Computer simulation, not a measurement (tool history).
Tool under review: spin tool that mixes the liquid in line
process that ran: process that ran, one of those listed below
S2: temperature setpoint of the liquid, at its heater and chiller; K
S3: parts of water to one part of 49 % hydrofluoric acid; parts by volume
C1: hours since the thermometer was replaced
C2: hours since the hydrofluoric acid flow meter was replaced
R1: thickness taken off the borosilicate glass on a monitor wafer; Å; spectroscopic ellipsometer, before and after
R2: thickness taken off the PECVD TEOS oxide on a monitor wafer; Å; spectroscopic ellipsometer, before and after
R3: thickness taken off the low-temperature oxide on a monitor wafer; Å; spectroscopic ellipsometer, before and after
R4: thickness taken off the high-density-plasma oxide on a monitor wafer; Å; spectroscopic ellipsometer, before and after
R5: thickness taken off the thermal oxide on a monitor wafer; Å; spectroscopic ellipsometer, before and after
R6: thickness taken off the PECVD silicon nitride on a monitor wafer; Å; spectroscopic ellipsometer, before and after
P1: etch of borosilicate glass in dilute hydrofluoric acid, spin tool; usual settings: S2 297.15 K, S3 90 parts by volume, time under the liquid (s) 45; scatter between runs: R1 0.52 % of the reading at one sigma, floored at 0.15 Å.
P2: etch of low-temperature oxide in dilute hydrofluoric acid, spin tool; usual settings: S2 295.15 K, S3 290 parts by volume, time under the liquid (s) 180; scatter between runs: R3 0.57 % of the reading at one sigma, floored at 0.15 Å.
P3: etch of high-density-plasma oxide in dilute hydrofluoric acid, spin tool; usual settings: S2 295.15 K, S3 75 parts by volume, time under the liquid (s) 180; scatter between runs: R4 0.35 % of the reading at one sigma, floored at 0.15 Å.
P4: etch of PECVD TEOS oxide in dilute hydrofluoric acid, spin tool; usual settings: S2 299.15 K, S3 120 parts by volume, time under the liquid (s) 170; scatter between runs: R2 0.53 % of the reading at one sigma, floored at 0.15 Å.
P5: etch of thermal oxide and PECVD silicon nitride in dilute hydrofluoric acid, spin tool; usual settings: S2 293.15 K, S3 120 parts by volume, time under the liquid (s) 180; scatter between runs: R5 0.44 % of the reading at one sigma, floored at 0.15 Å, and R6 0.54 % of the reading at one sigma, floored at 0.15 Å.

Run 1, hour 11.8: process that ran P1, S2 297.15 K, S3 90 parts by volume, time under the liquid (s) 45; C1 1888.3; C2 514.5. Result: R1 196.58 Å.
Run 2, hour 19.8: process that ran P4, S2 303.15 K, S3 120 parts by volume, time under the liquid (s) 170; C1 1896.3; C2 522.5. Result: R2 262.29 Å.
Run 3, hour 27.5: process that ran P2, S2 295.15 K, S3 290 parts by volume, time under the liquid (s) 305; C1 1904; C2 530.2. Result: R3 168.9 Å.
Run 4, hour 34.6: process that ran P3, S2 295.15 K, S3 75 parts by volume, time under the liquid (s) 320; C1 1911.1; C2 537.3. Result: R4 327.29 Å.
Run 5, hour 43.3: process that ran P1, S2 297.15 K, S3 90 parts by volume, time under the liquid (s) 65; C1 1919.8; C2 546. Result: R1 282.87 Å.
Run 6, hour 56.9: process that ran P1, S2 297.15 K, S3 90 parts by volume, time under the liquid (s) 45; C1 1933.4; C2 559.6. Result: R1 197.7 Å.
Run 7, hour 64: process that ran P1, S2 297.15 K, S3 90 parts by volume, time under the liquid (s) 15; C1 1940.5; C2 566.7. Result: R1 64.823 Å.
Run 8, hour 77.4: process that ran P3, S2 295.15 K, S3 75 parts by volume, time under the liquid (s) 180; C1 1953.9; C2 580.1. Result: R4 184.3 Å.
At hour 86.7: hydrofluoric acid flow meter replaced.
Run 9, hour 88.7: process that ran P3, S2 295.15 K, S3 75 parts by volume, time under the liquid (s) 180; C1 1965.2; C2 2.1. Result: R4 184.72 Å.
Run 10, hour 99.9: process that ran P3, S2 290.15 K, S3 75 parts by volume, time under the liquid (s) 180; C1 1976.4; C2 13.3. Result: R4 149.38 Å.
Run 11, hour 113.4: process that ran P1, S2 290.15 K, S3 90 parts by volume, time under the liquid (s) 45; C1 1989.9; C2 26.8. Result: R1 146.47 Å.
Run 12, hour 125.2: process that ran P5, S2 298.65 K, S3 120 parts by volume, time under the liquid (s) 180; C1 2001.7; C2 38.6. Result: R5 72.578 Å, R6 82.992 Å.
Run 13, hour 137.7: process that ran P5, S2 293.15 K, S3 120 parts by volume, time under the liquid (s) 180; C1 2014.2; C2 51.1. Result: R5 58.993 Å, R6 57.733 Å.
Run 14, hour 147.1: process that ran P3, S2 295.15 K, S3 140 parts by volume, time under the liquid (s) 180; C1 2023.6; C2 60.5. Result: R4 91.983 Å.
Run 15, hour 154.4: process that ran P1, S2 301.15 K, S3 90 parts by volume, time under the liquid (s) 45; C1 2030.9; C2 67.8. Result: R1 230.73 Å.
Run 16, hour 164.5: process that ran P1, S2 297.15 K, S3 30 parts by volume, time under the liquid (s) 45; C1 2041; C2 77.9. Result: R1 634.83 Å.
Run 17, hour 174.6: process that ran P1, S2 303.15 K, S3 45 parts by volume, time under the liquid (s) 45; C1 2051.1; C2 88. Result: R1 528.22 Å.
Run 18, hour 183.6: process that ran P4, S2 299.15 K, S3 120 parts by volume, time under the liquid (s) 170; C1 2060.1; C2 97. Result: R2 225.98 Å.
Run 19, hour 194.3: process that ran P1, S2 297.15 K, S3 90 parts by volume, time under the liquid (s) 45; C1 2070.8; C2 107.7. Result: R1 197.05 Å.
Run 20, hour 203.1: process that ran P4, S2 299.15 K, S3 120 parts by volume, time under the liquid (s) 305; C1 2079.6; C2 116.5. Result: R2 403.45 Å.
Run 21, hour 210: process that ran P1, S2 297.15 K, S3 90 parts by volume, time under the liquid (s) 45; C1 2086.5; C2 123.4. Result: R1 196.2 Å.
Run 22, hour 216.6: process that ran P5, S2 293.15 K, S3 120 parts by volume, time under the liquid (s) 180; C1 2093.1; C2 130. Result: R5 58.568 Å, R6 57.25 Å.
Run 23, hour 225.6: process that ran P5, S2 293.15 K, S3 120 parts by volume, time under the liquid (s) 15; C1 2102.1; C2 139. Result: R5 4.9146 Å, R6 4.8234 Å.
Run 24, hour 233.5: process that ran P1, S2 297.15 K, S3 90 parts by volume, time under the liquid (s) 45; C1 2110; C2 146.9. Result: R1 195.03 Å.
Run 25, hour 246.4: process that ran P4, S2 299.15 K, S3 120 parts by volume, time under the liquid (s) 170; C1 2122.9; C2 159.8. Result: R2 224.03 Å.
Run 26, hour 253.5: process that ran P2, S2 295.15 K, S3 475 parts by volume, time under the liquid (s) 180; C1 2130; C2 166.9. Result: R3 51.002 Å.
Run 27, hour 265.1: process that ran P5, S2 293.15 K, S3 185 parts by volume, time under the liquid (s) 180; C1 2141.6; C2 178.5. Result: R5 35.503 Å, R6 37.72 Å.
Run 28, hour 278.1: process that ran P2, S2 290.15 K, S3 290 parts by volume, time under the liquid (s) 180; C1 2154.6; C2 191.5. Result: R3 82.88 Å.
Run 29, hour 289.4: process that ran P2, S2 295.15 K, S3 290 parts by volume, time under the liquid (s) 180; C1 2165.9; C2 202.8. Result: R3 99.985 Å.
Run 30, hour 302.2: process that ran P4, S2 299.15 K, S3 180 parts by volume, time under the liquid (s) 170; C1 2178.7; C2 215.6. Result: R2 139.51 Å.
Run 31, hour 312.7: process that ran P1, S2 297.15 K, S3 130 parts by volume, time under the liquid (s) 45; C1 2189.2; C2 226.1. Result: R1 129.34 Å.
Run 32, hour 325.6: process that ran P1, S2 297.15 K, S3 90 parts by volume, time under the liquid (s) 45; C1 2202.1; C2 239. Result: R1 195.56 Å.
Run 33, hour 335.2: process that ran P1, S2 297.15 K, S3 90 parts by volume, time under the liquid (s) 45; C1 2211.7; C2 248.6. Result: R1 193.88 Å.
Run 34, hour 343: process that ran P1, S2 297.15 K, S3 90 parts by volume, time under the liquid (s) 45; C1 2219.5; C2 256.4. Result: R1 190.54 Å.
Run 35, hour 352.3: process that ran P1, S2 297.15 K, S3 90 parts by volume, time under the liquid (s) 45; C1 2228.8; C2 265.7. Result: R1 191.17 Å.
Run 36, hour 360.8: process that ran P1, S2 297.15 K, S3 90 parts by volume, time under the liquid (s) 45; C1 2237.3; C2 274.2. Result: R1 187.28 Å.
Run 37, hour 370.5: process that ran P1, S2 297.15 K, S3 90 parts by volume, time under the liquid (s) 45; C1 2247; C2 283.9. Result: R1 188.46 Å.
Run 38, hour 383.3: process that ran P1, S2 297.15 K, S3 90 parts by volume, time under the liquid (s) 45; C1 2259.8; C2 296.7. Result: R1 186.13 Å.
Run 39, hour 391.1: process that ran P1, S2 297.15 K, S3 90 parts by volume, time under the liquid (s) 45; C1 2267.6; C2 304.5. Result: R1 186.25 Å.
Run 40, hour 401.2: process that ran P1, S2 297.15 K, S3 90 parts by volume, time under the liquid (s) 45; C1 2277.7; C2 314.6. Result: R1 185 Å.
Run 41, hour 409.7: process that ran P1, S2 297.15 K, S3 90 parts by volume, time under the liquid (s) 45; C1 2286.2; C2 323.1. Result: R1 184.69 Å.
Run 42, hour 420.8: process that ran P1, S2 297.15 K, S3 90 parts by volume, time under the liquid (s) 45; C1 2297.3; C2 334.2. Result: R1 185.3 Å.
Run 43, hour 429.6: process that ran P1, S2 297.15 K, S3 90 parts by volume, time under the liquid (s) 45; C1 2306.1; C2 343. Result: R1 186.54 Å.

P1 has crept away from where it was. The log is fitted equally well by each of these 2 causes, at the sizes shown:
A: hydrofluoric acid flow below the setpoint (%) = 5.05
B: liquid colder than its thermometer reads (K) = 1.44
Creep in the process output first set in at about hour 325.6.

Which of the check runs below tells the causes apart, meaning the causes would give it clearly different results? Each run uses 2 wafers whose results are averaged, and each result is shown as a question mark.
Run check 1, hour 438.4: process that ran P4, S2 299.15 K, S3 175 parts by volume, time under the liquid (s) 300. Result: R2 ?.
Run check 2, hour 438.4: process that ran P5, S2 298.65 K, S3 120 parts by volume, time under the liquid (s) 85. Result: R5 ?, R6 ?.
Run check 3, hour 438.4: process that ran P3, S2 290.15 K, S3 75 parts by volume, time under the liquid (s) 180. Result: R4 ?.
Run check 4, hour 438.4: process that ran P2, S2 290.15 K, S3 290 parts by volume, time under the liquid (s) 265. Result: R3 ?.

How each check would come out, cause by cause:
  check  result    if A    if B
check 1      R2  239.65  241.86
check 2      R5  32.372  32.496
check 2      R6  37.081  35.556
check 3      R4  141.77  140.94
check 4      R3  114.04  115.12
Minimum pairwise separation of causes per check, each pair taken at its best-separating result: check 1 0.92 %; check 2 4.2 %; check 3 0.59 %; check 4 0.94 %
The other checks would show nearly matching results whichever cause is true, so check 2 is the only one that separates the causes.

Check 2 was carried out, with these results: R5 32.468 Å; R6 37.008 Å. Which of the listed causes is responsible?

A is the cause: hydrofluoric acid flow below the setpoint (%).
